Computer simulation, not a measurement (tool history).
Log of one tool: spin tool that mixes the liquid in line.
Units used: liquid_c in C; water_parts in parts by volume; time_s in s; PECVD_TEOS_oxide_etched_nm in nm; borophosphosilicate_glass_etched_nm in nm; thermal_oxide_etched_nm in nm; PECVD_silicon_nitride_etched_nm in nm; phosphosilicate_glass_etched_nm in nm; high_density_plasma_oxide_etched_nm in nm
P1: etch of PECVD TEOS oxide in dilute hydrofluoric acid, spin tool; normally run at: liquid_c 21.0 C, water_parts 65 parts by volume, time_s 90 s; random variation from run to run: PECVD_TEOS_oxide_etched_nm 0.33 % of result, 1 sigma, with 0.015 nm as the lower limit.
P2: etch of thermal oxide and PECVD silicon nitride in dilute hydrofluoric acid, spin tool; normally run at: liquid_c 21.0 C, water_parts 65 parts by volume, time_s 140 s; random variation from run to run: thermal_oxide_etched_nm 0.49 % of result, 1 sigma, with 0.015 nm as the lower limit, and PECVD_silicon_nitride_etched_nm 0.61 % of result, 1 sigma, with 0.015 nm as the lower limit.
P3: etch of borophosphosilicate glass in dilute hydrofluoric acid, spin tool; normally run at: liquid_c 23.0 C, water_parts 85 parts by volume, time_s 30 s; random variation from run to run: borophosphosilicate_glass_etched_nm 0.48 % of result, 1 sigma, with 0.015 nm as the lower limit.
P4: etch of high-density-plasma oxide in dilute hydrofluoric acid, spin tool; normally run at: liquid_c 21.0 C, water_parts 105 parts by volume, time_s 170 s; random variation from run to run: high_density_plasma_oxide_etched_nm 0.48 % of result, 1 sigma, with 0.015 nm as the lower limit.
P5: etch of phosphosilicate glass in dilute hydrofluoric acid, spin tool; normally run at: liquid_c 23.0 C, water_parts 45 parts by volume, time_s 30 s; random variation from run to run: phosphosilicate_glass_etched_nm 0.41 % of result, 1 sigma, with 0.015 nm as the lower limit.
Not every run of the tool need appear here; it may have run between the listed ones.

run,day,process,liquid_c,water_parts,time_s,hours since the thermometer was replaced,hours since the hydrofluoric acid flow meter was replaced,PECVD_TEOS_oxide_etched_nm,borophosphosilicate_glass_etched_nm,thermal_oxide_etched_nm,PECVD_silicon_nitride_etched_nm,phosphosilicate_glass_etched_nm,high_density_plasma_oxide_etched_nm
1,0.525,P1,21.0,65,90,1638.8,476.5,27.5040,,,,,
2,1.033,P1,29.0,65,90,1651.0,488.7,37.9960,,,,,
3,1.462,P3,23.0,150,30,1661.3,499.0,,5.6496,,,,
4,1.904,P3,23.0,85,15,1671.9,509.6,,5.3750,,,,
5,2.254,P1,17.0,65,90,1680.3,518.0,23.1720,,,,,
6,2.812,P1,21.0,20,90,1693.7,531.4,94.7650,,,,,
7,3.300,P3,26.5,85,30,1705.4,543.1,,12.2590,,,,
8,3.717,P2,21.0,65,140,1715.4,553.1,,,9.8222,4.6547,,
9,4.496,P1,21.0,65,90,1734.1,571.8,27.4460,,,,,
10,5.167,P5,23.0,45,30,1750.2,587.9,,,,,88.460,
11,5.667,P4,21.0,105,170,1762.2,599.9,,,,,,10.8450
12,6.279,P3,23.0,85,30,1776.9,614.6,,10.5760,,,,
13,6.854,P1,27.5,65,20,1790.7,628.4,8.0092,,,,,
14,7.229,P2,21.0,65,140,1799.7,637.4,,,9.8683,4.6661,,
15,7.746,P4,21.0,50,170,1812.1,649.8,,,,,,24.2980
16,8.462,P2,21.0,115,140,1829.3,667.0,,,5.2347,2.6891,,
17,9.188,P2,26.5,65,140,1846.7,684.4,,,12.2410,6.7820,,
18,9.925,P5,23.0,65,30,1864.4,702.1,,,,,59.554,
19,10.542,P5,28.0,45,30,1879.2,716.9,,,,,107.460,
20,10.967,P1,21.0,65,15,1889.4,727.1,4.5755,,,,,
21,11.312,P4,17.0,105,170,1897.7,735.4,,,,,,9.0085
22,11.762,P1,17.0,65,40,1908.5,746.2,10.3630,,,,,
23,12.517,P2,21.0,65,235,1926.6,764.3,,,16.4460,7.8389,,
24,13.262,P5,23.0,45,60,1944.5,782.2,,,,,177.290,
25,13.921,P1,21.0,100,90,1960.3,798.0,17.2080,,,,,
26,14.312,P4,21.0,105,245,1969.7,807.4,,,,,,15.6170
27,14.821,P1,21.0,20,40,1981.9,819.6,41.9150,,,,,
28,15.404,P1,21.0,65,135,1995.9,833.6,41.1090,,,,,
29,15.962,P1,21.0,65,90,2009.3,847.0,27.4860,,,,,
30,16.725,P1,21.0,65,90,2027.6,865.3,27.4820,,,,,
31,17.071,P1,21.0,65,90,2035.9,873.6,27.4730,,,,,
32,17.708,P1,21.0,65,90,2051.2,888.9,28.7410,,,,,
33,18.250,P1,21.0,65,90,2064.2,901.9,29.2730,,,,,
34,19.029,P1,21.0,65,90,2082.9,920.6,29.4550,,,,,
35,19.396,P1,21.0,65,90,2091.7,929.4,29.8020,,,,,
36,19.754,P1,21.0,65,90,2100.3,938.0,29.7290,,,,,
37,20.500,P1,21.0,65,90,2118.2,955.9,29.6980,,,,,

Compared with where it was, what P1 gives has crept away. Each cause listed below fits the log as well as the rest, at the size given for it:
A: liquid hotter than its thermometer reads (K) = 1.92
B: hydrofluoric acid flow above the setpoint (%) = 7.66
Onset of the creep was near day 17.071.

Of the 4 check runs listed below, each run on one wafer and each result written as a question mark, which would let you distinguish the listed causes because they would give clearly different results?
check 1,21.246,P4,21.0,60,170,,,,,,,,?
check 2,21.246,P2,21.0,65,210,,,,,?,?,,
check 3,21.246,P3,23.0,85,15,,,,?,,,,
check 4,21.246,P5,23.0,60,50,,,,,,,?,

Check results expected under each cause:
check,result,if A,if B
check 1,high_density_plasma_oxide_etched_nm,21.5480,21.5330
check 2,thermal_oxide_etched_nm,15.9080,15.9070
check 2,PECVD_silicon_nitride_etched_nm,7.9486,7.4963
check 3,borophosphosilicate_glass_etched_nm,5.7925,5.8178
check 4,phosphosilicate_glass_etched_nm,117.350,117.450
How far apart the two closest causes lie, in the result that separates them most: check 1 0.07 %; check 2 5.86 %; check 3 0.44 %; check 4 0.09 %
Check 2 distinguishes between the causes, while the remaining checks would return nearly the same result for all of them.

Check 2 was then run and gave: thermal_oxide_etched_nm 16.0390 nm; PECVD_silicon_nitride_etched_nm 7.9609 nm. Which cause is it?

The correct cause is A, namely: liquid hotter than its thermometer reads (K).
